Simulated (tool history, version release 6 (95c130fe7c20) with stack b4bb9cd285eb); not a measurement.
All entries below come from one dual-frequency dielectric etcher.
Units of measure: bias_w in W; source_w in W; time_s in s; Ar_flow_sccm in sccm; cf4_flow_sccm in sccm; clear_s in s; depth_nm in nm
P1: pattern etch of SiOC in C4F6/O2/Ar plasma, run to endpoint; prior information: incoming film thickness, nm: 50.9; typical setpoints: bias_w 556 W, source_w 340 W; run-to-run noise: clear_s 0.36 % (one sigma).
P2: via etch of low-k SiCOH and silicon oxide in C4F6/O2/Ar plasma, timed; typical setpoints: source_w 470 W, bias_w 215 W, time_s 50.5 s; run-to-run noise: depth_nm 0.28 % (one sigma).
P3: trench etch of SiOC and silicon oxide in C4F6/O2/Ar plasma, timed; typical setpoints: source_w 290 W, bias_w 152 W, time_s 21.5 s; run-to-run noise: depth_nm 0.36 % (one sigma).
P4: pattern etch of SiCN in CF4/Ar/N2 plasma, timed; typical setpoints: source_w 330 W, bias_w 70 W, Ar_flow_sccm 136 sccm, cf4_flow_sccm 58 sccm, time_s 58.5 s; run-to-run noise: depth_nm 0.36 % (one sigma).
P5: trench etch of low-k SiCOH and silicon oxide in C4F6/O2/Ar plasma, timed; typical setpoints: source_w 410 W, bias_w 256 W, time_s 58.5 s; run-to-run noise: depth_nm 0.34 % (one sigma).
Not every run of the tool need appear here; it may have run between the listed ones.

run 1 hour=15.3 | process=P1 bias_w=556 source_w=340 | clear_s=17.703
run 2 hour=23.6 | process=P1 bias_w=443 source_w=340 | clear_s=19.267
run 3 hour=37.9 | process=P2 bias_w=215 source_w=330 time_s=50.5 | depth_nm=136.81
run 4 hour=49.1 | process=P4 bias_w=70 source_w=330 time_s=82.5 Ar_flow_sccm=136 cf4_flow_sccm=58 | depth_nm=51.558
run 5 hour=63.6 | process=P5 bias_w=166 source_w=410 time_s=58.5 | depth_nm=188
run 6 hour=75 | process=P4 bias_w=70 source_w=330 time_s=58.5 Ar_flow_sccm=136 cf4_flow_sccm=58 | depth_nm=36.807
run 7 hour=88.2 | process=P3 bias_w=152 source_w=360 time_s=21.5 | depth_nm=39.24
run 8 hour=96.9 | process=P1 bias_w=556 source_w=340 | clear_s=17.755
run 9 hour=107.8 | process=P3 bias_w=152 source_w=290 time_s=21.5 | depth_nm=35.987
run 10 hour=115.6 | process=P1 bias_w=556 source_w=340 | clear_s=17.78
run 11 hour=130.1 | process=P3 bias_w=152 source_w=290 time_s=32 | depth_nm=53.799
run 12 hour=142.2 | process=P1 bias_w=556 source_w=260 | clear_s=19.721
run 13 hour=159.7 | process=P2 bias_w=215 source_w=470 time_s=50.5 | depth_nm=156.22
run 14 hour=173.2 | process=P1 bias_w=556 source_w=340 | clear_s=17.751
run 15 hour=185.1 | process=P1 bias_w=556 source_w=340 | clear_s=17.758
run 16 hour=200 | process=P4 bias_w=70 source_w=440 time_s=58.5 Ar_flow_sccm=136 cf4_flow_sccm=58 | depth_nm=47.264
run 17 hour=213 | process=P3 bias_w=102 source_w=290 time_s=21.5 | depth_nm=31.923
run 18 hour=221.4 | process=P5 bias_w=256 source_w=410 time_s=32 | depth_nm=118.57

Estimate the outcome of run 19 from the log above:
run 19 hour=232.7 | process=P2 bias_w=262 source_w=470 time_s=50.5 | depth_nm=?

{"run 19": {"depth_nm": 167.42}}

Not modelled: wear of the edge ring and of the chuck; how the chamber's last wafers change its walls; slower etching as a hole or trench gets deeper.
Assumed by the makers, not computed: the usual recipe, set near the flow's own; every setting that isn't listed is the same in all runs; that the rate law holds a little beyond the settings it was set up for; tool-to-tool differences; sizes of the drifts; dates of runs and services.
